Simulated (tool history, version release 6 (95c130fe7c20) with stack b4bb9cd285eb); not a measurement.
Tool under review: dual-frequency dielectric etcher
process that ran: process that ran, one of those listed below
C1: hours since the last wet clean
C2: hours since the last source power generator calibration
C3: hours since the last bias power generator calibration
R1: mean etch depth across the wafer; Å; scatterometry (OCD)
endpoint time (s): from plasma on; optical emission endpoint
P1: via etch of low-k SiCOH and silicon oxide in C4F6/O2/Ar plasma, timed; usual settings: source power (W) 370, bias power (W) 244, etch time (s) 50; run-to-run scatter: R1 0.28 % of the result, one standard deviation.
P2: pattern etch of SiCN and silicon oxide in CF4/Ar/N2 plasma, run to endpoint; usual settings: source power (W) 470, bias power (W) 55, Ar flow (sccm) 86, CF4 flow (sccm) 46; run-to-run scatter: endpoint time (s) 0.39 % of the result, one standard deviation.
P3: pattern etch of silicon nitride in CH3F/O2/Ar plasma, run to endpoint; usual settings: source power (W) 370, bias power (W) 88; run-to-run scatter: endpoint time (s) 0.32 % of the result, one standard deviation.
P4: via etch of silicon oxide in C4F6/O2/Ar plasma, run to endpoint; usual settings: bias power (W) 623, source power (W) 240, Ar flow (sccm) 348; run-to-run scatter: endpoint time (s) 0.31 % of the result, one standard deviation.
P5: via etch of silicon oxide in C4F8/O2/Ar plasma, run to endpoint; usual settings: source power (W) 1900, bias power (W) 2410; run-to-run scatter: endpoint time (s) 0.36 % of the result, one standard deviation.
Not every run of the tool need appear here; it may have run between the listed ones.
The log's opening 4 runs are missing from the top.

Run 5, hour 66.8: process that ran P1, source power (W) 370, bias power (W) 244, etch time (s) 50; C1 314.9; C2 1493.7; C3 650.5. Result: R1 1506.3 Å.
Run 6, hour 82.7: process that ran P1, source power (W) 370, bias power (W) 318, etch time (s) 50; C1 330.8; C2 1509.6; C3 666.4. Result: R1 1652.6 Å.
Run 7, hour 95: process that ran P1, source power (W) 370, bias power (W) 244, etch time (s) 50; C1 343.1; C2 1521.9; C3 678.7. Result: R1 1496.4 Å.
Run 8, hour 109.5: process that ran P2, source power (W) 470, bias power (W) 55, Ar flow (sccm) 86, CF4 flow (sccm) 46; C1 357.6; C2 1536.4; C3 693.2. Result: endpoint time (s) 17.293.
Run 9, hour 118.3: process that ran P5, source power (W) 1900, bias power (W) 3421; C1 366.4; C2 1545.2; C3 702. Result: endpoint time (s) 128.12.
Run 10, hour 134.9: process that ran P4, source power (W) 240, bias power (W) 362, Ar flow (sccm) 348; C1 383; C2 1561.8; C3 718.6. Result: endpoint time (s) 25.958.
Run 11, hour 150.7: process that ran P3, source power (W) 370, bias power (W) 88; C1 398.8; C2 1577.6; C3 734.4. Result: endpoint time (s) 84.96.
Run 12, hour 166.5: process that ran P2, source power (W) 470, bias power (W) 55, Ar flow (sccm) 86, CF4 flow (sccm) 60; C1 414.6; C2 1593.4; C3 750.2. Result: endpoint time (s) 16.325.
Run 13, hour 182.3: process that ran P4, source power (W) 190, bias power (W) 623, Ar flow (sccm) 348; C1 430.4; C2 1609.2; C3 766. Result: endpoint time (s) 23.034.
Run 14, hour 190.8: process that ran P1, source power (W) 470, bias power (W) 244, etch time (s) 73; C1 438.9; C2 1617.7; C3 774.5. Result: R1 2387.2 Å.
Run 15, hour 205.3: process that ran P1, source power (W) 370, bias power (W) 244, etch time (s) 50; C1 453.4; C2 1632.2; C3 789. Result: R1 1501.6 Å.
Run 16, hour 217.8: process that ran P4, source power (W) 240, bias power (W) 623, Ar flow (sccm) 348; C1 465.9; C2 1644.7; C3 801.5. Result: endpoint time (s) 21.242.
Run 17, hour 234.1: process that ran P5, source power (W) 1100, bias power (W) 2410; C1 482.2; C2 1661; C3 817.8. Result: endpoint time (s) 176.66.
Run 18, hour 245.4: process that ran P3, source power (W) 510, bias power (W) 88; C1 493.5; C2 1672.3; C3 829.1. Result: endpoint time (s) 75.749.
Run 19, hour 254.1: process that ran P4, source power (W) 240, bias power (W) 623, Ar flow (sccm) 282; C1 502.2; C2 1681; C3 837.8. Result: endpoint time (s) 20.639.
Run 20, hour 269: process that ran P1, source power (W) 370, bias power (W) 244, etch time (s) 50; C1 517.1; C2 1695.9; C3 852.7. Result: R1 1505.9 Å.
Run 21, hour 277.3: process that ran P3, source power (W) 370, bias power (W) 64; C1 525.4; C2 1704.2; C3 861. Result: endpoint time (s) 95.308.
Run 22, hour 286.4: process that ran P1, source power (W) 370, bias power (W) 244, etch time (s) 70.5; C1 534.5; C2 1713.3; C3 870.1. Result: R1 2117.5 Å.
Run 23, hour 294.6: process that ran P1, source power (W) 370, bias power (W) 244, etch time (s) 50; C1 542.7; C2 1721.5; C3 878.3. Result: R1 1497.4 Å.
Run 24, hour 305.5: process that ran P4, source power (W) 240, bias power (W) 623, Ar flow (sccm) 348; C1 553.6; C2 1732.4; C3 889.2. Result: endpoint time (s) 21.272.
Run 25, hour 322.1: process that ran P1, source power (W) 370, bias power (W) 159, etch time (s) 50; C1 570.2; C2 1749; C3 905.8. Result: R1 1303.9 Å.
Run 26, hour 337.6: process that ran P3, source power (W) 370, bias power (W) 88; C1 585.7; C2 1764.5; C3 921.3. Result: endpoint time (s) 85.29.
Run 27, hour 353.6: process that ran P2, source power (W) 470, bias power (W) 55, Ar flow (sccm) 58, CF4 flow (sccm) 46; C1 601.7; C2 1780.5; C3 937.3. Result: endpoint time (s) 16.038.

Forecast run 28:
Run 28, hour 362.3: process that ran P1, source power (W) 370, bias power (W) 192, etch time (s) 33; C1 610.4; C2 1789.2; C3 946. Result: R1 ?.

{"run 28": {"R1": 916.4}}
